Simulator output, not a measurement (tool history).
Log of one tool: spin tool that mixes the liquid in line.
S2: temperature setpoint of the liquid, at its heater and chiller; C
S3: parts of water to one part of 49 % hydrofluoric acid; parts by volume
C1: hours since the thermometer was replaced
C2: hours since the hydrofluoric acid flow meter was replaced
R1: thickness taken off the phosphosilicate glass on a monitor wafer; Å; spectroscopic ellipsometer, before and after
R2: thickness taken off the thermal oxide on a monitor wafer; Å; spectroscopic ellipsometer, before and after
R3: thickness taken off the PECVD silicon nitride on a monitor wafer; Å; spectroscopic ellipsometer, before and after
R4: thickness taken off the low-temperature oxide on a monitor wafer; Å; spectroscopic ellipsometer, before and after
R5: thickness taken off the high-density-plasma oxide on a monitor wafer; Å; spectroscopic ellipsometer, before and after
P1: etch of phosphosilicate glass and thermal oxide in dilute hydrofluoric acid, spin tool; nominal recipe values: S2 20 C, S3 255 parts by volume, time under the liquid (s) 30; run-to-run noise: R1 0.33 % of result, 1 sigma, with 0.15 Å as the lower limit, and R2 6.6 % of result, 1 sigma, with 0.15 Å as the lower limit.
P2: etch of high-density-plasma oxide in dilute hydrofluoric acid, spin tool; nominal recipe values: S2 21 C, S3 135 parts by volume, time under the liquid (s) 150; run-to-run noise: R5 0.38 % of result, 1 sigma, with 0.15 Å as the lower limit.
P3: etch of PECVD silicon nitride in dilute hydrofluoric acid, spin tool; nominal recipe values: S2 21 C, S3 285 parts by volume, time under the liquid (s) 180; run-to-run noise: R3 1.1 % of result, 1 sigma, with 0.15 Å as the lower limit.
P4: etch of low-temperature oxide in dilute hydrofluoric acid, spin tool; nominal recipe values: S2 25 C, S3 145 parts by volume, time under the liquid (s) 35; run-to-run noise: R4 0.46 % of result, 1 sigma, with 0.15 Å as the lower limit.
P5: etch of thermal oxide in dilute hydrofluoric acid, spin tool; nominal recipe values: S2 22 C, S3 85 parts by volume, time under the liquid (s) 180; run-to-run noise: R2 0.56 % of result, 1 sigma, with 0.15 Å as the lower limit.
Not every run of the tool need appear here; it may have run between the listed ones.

Run 1, hour 9.2: process that ran P1, S2 20 C, S3 255 parts by volume, time under the liquid (s) 30; C1 650.1; C2 377. Result: R1 80.967 Å, R2 3.9035 Å.
Run 2, hour 17.2: process that ran P3, S2 21 C, S3 285 parts by volume, time under the liquid (s) 180; C1 658.1; C2 385. Result: R3 21.34 Å.
Run 3, hour 24.7: process that ran P1, S2 20 C, S3 400 parts by volume, time under the liquid (s) 30; C1 665.6; C2 392.5. Result: R1 45.225 Å, R2 2.4713 Å.
Run 4, hour 30.1: process that ran P3, S2 17 C, S3 285 parts by volume, time under the liquid (s) 180; C1 671; C2 397.9. Result: R3 16.437 Å.
Run 5, hour 39.7: process that ran P5, S2 22 C, S3 85 parts by volume, time under the liquid (s) 15; C1 680.6; C2 407.5. Result: R2 7.776 Å.
Run 6, hour 44.7: process that ran P4, S2 25 C, S3 145 parts by volume, time under the liquid (s) 35; C1 685.6; C2 412.5. Result: R4 51.358 Å.
Run 7, hour 51.9: process that ran P1, S2 28 C, S3 255 parts by volume, time under the liquid (s) 30; C1 692.8; C2 419.7. Result: R1 106.74 Å, R2 5.9087 Å.
Run 8, hour 58.3: process that ran P5, S2 22 C, S3 85 parts by volume, time under the liquid (s) 180; C1 699.2; C2 426.1. Result: R2 93.26 Å.
Run 9, hour 67.2: process that ran P5, S2 22 C, S3 85 parts by volume, time under the liquid (s) 180; C1 708.1; C2 435. Result: R2 95.363 Å.
Run 10, hour 76.7: process that ran P1, S2 27.5 C, S3 405 parts by volume, time under the liquid (s) 30; C1 717.6; C2 444.5. Result: R1 56.873 Å, R2 2.8426 Å.
Run 11, hour 83.9: process that ran P5, S2 22 C, S3 145 parts by volume, time under the liquid (s) 180; C1 724.8; C2 451.7. Result: R2 51.254 Å.
Run 12, hour 91.4: process that ran P1, S2 20 C, S3 255 parts by volume, time under the liquid (s) 15; C1 732.3; C2 459.2. Result: R1 40.306 Å, R2 2.2857 Å.
Run 13, hour 97: process that ran P4, S2 25 C, S3 235 parts by volume, time under the liquid (s) 35; C1 737.9; C2 464.8. Result: R4 28.319 Å.
Run 14, hour 105.1: process that ran P5, S2 18 C, S3 85 parts by volume, time under the liquid (s) 180; C1 746; C2 472.9. Result: R2 79.492 Å.
Run 15, hour 110.5: process that ran P1, S2 17 C, S3 255 parts by volume, time under the liquid (s) 30; C1 751.4; C2 478.3. Result: R1 71.569 Å, R2 3.4343 Å.
Run 16, hour 120: process that ran P1, S2 20 C, S3 255 parts by volume, time under the liquid (s) 50; C1 760.9; C2 487.8. Result: R1 134.03 Å, R2 6.642 Å.
Run 17, hour 125.5: process that ran P1, S2 20 C, S3 255 parts by volume, time under the liquid (s) 30; C1 766.4; C2 493.3. Result: R1 80.365 Å, R2 4.3416 Å.
Run 18, hour 132.9: process that ran P4, S2 25 C, S3 145 parts by volume, time under the liquid (s) 35; C1 773.8; C2 500.7. Result: R4 50.718 Å.
At hour 134.3: hydrofluoric acid flow meter replaced.
Run 19, hour 139.2: process that ran P3, S2 21 C, S3 440 parts by volume, time under the liquid (s) 180; C1 780.1; C2 4.9. Result: R3 14.247 Å.
Run 20, hour 148.6: process that ran P2, S2 21 C, S3 135 parts by volume, time under the liquid (s) 20; C1 789.5; C2 14.3. Result: R5 9.8493 Å.

Run 21 comes next. What will it give?
Run 21, hour 156.7: process that ran P1, S2 20 C, S3 50 parts by volume, time under the liquid (s) 30; C1 797.6; C2 22.4. Result: R1 ?, R2 ?.

{"run 21": {"R1": 507.51, "R2": 28.835}}
